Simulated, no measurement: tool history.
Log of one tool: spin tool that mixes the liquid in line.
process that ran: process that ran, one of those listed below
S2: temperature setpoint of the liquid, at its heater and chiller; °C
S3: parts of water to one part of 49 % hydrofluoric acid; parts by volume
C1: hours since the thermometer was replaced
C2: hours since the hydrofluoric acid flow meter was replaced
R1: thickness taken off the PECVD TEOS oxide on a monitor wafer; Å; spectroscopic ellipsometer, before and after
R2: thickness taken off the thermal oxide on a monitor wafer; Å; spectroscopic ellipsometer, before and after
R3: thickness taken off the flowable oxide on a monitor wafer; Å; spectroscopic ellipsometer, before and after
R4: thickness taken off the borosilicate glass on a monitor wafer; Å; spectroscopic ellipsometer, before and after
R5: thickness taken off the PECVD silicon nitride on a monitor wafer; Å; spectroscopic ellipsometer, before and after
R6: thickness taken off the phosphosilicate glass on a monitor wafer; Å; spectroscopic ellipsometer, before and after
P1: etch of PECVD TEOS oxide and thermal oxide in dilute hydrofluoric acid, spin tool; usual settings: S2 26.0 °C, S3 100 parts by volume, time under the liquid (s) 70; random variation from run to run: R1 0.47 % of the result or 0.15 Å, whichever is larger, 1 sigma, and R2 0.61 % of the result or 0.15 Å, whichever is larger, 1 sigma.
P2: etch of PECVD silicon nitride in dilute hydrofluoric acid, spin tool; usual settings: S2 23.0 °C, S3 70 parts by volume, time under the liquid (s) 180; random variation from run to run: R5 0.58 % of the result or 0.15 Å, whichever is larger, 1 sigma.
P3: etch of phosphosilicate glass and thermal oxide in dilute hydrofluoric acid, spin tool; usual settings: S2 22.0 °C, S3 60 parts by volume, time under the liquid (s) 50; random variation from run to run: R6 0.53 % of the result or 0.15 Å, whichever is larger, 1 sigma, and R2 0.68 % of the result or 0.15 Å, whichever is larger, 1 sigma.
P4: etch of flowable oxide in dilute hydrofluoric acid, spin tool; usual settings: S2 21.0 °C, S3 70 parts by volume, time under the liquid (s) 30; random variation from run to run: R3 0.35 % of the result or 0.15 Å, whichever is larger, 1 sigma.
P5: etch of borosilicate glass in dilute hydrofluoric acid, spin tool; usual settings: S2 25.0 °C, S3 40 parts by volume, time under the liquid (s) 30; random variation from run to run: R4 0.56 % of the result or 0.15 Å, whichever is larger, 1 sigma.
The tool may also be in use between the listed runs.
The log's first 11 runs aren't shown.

run 12 hour=130.5 | process_that_ran=P2 S2=23.0 S3=95 time_under_the_liquid_(s)=180 | C1=1657.1 C2=505.3 | R5=44.156
run 13 hour=141.2 | process_that_ran=P2 S2=23.0 S3=70 time_under_the_liquid_(s)=50 | C1=1667.8 C2=516.0 | R5=16.631
run 14 hour=153.7 | process_that_ran=P1 S2=21.5 S3=100 time_under_the_liquid_(s)=70 | C1=1680.3 C2=528.5 | R1=152.230 R2=28.6500
run 15 hour=165.8 | process_that_ran=P2 S2=19.5 S3=70 time_under_the_liquid_(s)=180 | C1=1692.4 C2=540.6 | R5=46.094
run 16 hour=172.4 | process_that_ran=P1 S2=26.0 S3=100 time_under_the_liquid_(s)=70 | C1=1699.0 C2=547.2 | R1=181.840 R2=34.3990
run 17 hour=181.2 | process_that_ran=P1 S2=26.0 S3=155 time_under_the_liquid_(s)=70 | C1=1707.8 C2=556.0 | R1=108.330 R2=20.8070
run 18 hour=190.6 | process_that_ran=P1 S2=26.0 S3=100 time_under_the_liquid_(s)=30 | C1=1717.2 C2=565.4 | R1=76.853 R2=14.6570
run 19 hour=200.2 | process_that_ran=P1 S2=26.0 S3=25 time_under_the_liquid_(s)=70 | C1=1726.8 C2=575.0 | R1=795.090 R2=152.2300
run 20 hour=211.2 | process_that_ran=P1 S2=26.0 S3=100 time_under_the_liquid_(s)=70 | C1=1737.8 C2=586.0 | R1=179.610 R2=33.9110
run 21 hour=221.2 | process_that_ran=P5 S2=18.5 S3=40 time_under_the_liquid_(s)=30 | C1=1747.8 C2=596.0 | R4=315.16
run 22 hour=228.9 | process_that_ran=P4 S2=21.0 S3=70 time_under_the_liquid_(s)=30 | C1=1755.5 C2=603.7 | R3=124.930
run 23 hour=237.1 | process_that_ran=P3 S2=26.5 S3=60 time_under_the_liquid_(s)=50 | C1=1763.7 C2=611.9 | R2=46.1890 R6=576.99
run 24 hour=248.8 | process_that_ran=P3 S2=22.0 S3=60 time_under_the_liquid_(s)=20 | C1=1775.4 C2=623.6 | R2=15.7540 R6=193.49
run 25 hour=262.1 | process_that_ran=P1 S2=26.0 S3=100 time_under_the_liquid_(s)=70 | C1=1788.7 C2=636.9 | R1=180.320 R2=34.5620
run 26 hour=273.8 | process_that_ran=P3 S2=22.0 S3=30 time_under_the_liquid_(s)=50 | C1=1800.4 C2=648.6 | R2=80.0120 R6=992.27
run 27 hour=287.7 | process_that_ran=P5 S2=25.0 S3=40 time_under_the_liquid_(s)=15 | C1=1814.3 C2=662.5 | R4=206.36
run 28 hour=300.7 | process_that_ran=P2 S2=23.0 S3=70 time_under_the_liquid_(s)=180 | C1=1827.3 C2=675.5 | R5=58.863
run 29 hour=310.2 | process_that_ran=P1 S2=26.0 S3=165 time_under_the_liquid_(s)=15 | C1=1836.8 C2=685.0 | R1=21.411 R2=4.1279
run 30 hour=325.0 | process_that_ran=P3 S2=22.0 S3=60 time_under_the_liquid_(s)=50 | C1=1851.6 C2=699.8 | R2=38.8690 R6=485.37
run 31 hour=337.3 | process_that_ran=P1 S2=26.0 S3=100 time_under_the_liquid_(s)=70 | C1=1863.9 C2=712.1 | R1=180.710 R2=34.4370
run 32 hour=344.7 | process_that_ran=P1 S2=26.0 S3=100 time_under_the_liquid_(s)=70 | C1=1871.3 C2=719.5 | R1=177.520 R2=34.0200
run 33 hour=352.7 | process_that_ran=P1 S2=26.0 S3=100 time_under_the_liquid_(s)=70 | C1=1879.3 C2=727.5 | R1=173.520 R2=32.8230
run 34 hour=361.0 | process_that_ran=P1 S2=26.0 S3=100 time_under_the_liquid_(s)=70 | C1=1887.6 C2=735.8 | R1=173.000 R2=32.9540
run 35 hour=373.3 | process_that_ran=P1 S2=26.0 S3=100 time_under_the_liquid_(s)=70 | C1=1899.9 C2=748.1 | R1=172.050 R2=33.0960
run 36 hour=386.3 | process_that_ran=P1 S2=26.0 S3=100 time_under_the_liquid_(s)=70 | C1=1912.9 C2=761.1 | R1=171.570 R2=32.7370

Run 37 comes next. What will it give?
run 37 hour=395.0 | process_that_ran=P1 S2=26.0 S3=100 time_under_the_liquid_(s)=70 | C1=1921.6 C2=769.8 | R1=? R2=?

{"run 37": {"R1": 170.22, "R2": 32.697}}
